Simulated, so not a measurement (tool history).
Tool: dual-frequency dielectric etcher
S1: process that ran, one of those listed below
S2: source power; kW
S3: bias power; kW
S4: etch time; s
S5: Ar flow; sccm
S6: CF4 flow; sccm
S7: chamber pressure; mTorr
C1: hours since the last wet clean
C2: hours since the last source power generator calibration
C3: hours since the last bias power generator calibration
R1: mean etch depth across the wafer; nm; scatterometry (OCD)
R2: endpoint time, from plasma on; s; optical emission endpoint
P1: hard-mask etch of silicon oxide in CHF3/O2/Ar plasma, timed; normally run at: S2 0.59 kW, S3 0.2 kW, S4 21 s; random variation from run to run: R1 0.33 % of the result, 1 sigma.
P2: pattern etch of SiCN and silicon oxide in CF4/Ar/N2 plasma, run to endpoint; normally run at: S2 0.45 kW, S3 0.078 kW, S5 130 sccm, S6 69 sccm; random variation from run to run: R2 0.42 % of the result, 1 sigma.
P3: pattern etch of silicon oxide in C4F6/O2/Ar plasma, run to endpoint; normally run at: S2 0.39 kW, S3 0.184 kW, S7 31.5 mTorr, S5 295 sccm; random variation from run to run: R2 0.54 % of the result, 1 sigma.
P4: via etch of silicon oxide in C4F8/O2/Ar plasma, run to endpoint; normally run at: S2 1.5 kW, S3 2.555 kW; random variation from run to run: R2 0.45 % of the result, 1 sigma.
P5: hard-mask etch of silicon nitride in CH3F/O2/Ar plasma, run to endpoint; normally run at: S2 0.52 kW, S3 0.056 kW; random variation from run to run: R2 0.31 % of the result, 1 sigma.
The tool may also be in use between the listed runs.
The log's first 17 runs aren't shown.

run,hour,S1,S2,S3,S4,S5,S6,S7,C1,C2,C3,R1,R2
18,119.9,P4,1.5,2.555,,,,,34.6,1594.1,777.8,,206.89
19,128.5,P4,1.5,3.34,,,,,43.2,1602.7,786.4,,190.31
20,135.3,P3,0.39,0.184,,295,,44,50,1609.5,793.2,,13.927
21,142.8,P1,0.59,0.26,15.5,,,,57.5,1617,800.7,35.016,
22,148.6,P3,0.39,0.184,,295,,31.5,63.3,1622.8,806.5,,13.289
23,153.9,P3,0.39,0.108,,295,,31.5,68.6,1628.1,811.8,,15.786
24,161.1,P2,0.61,0.078,,130,69,,75.8,1635.3,819,,15.975
25,166,P3,0.39,0.184,,238,,31.5,80.7,1640.2,823.9,,13.102
26,172.1,P2,0.45,0.078,,130,69,,86.8,1646.3,830,,20.789
27,180.5,P1,0.59,0.2,21,,,,95.2,1654.7,838.4,43.194,
28,186.1,P1,0.59,0.2,21,,,,100.8,1660.3,844,43.324,
29,195,P1,0.59,0.2,21,,,,109.7,1669.2,852.9,43.183,
30,201.4,P1,0.59,0.157,21,,,,116.1,1675.6,859.3,39.823,

The next listed run, before its measurement:
31,207.6,P1,0.59,0.2,21,,,,122.3,1681.8,865.5,?,

R1: 43.083 nm
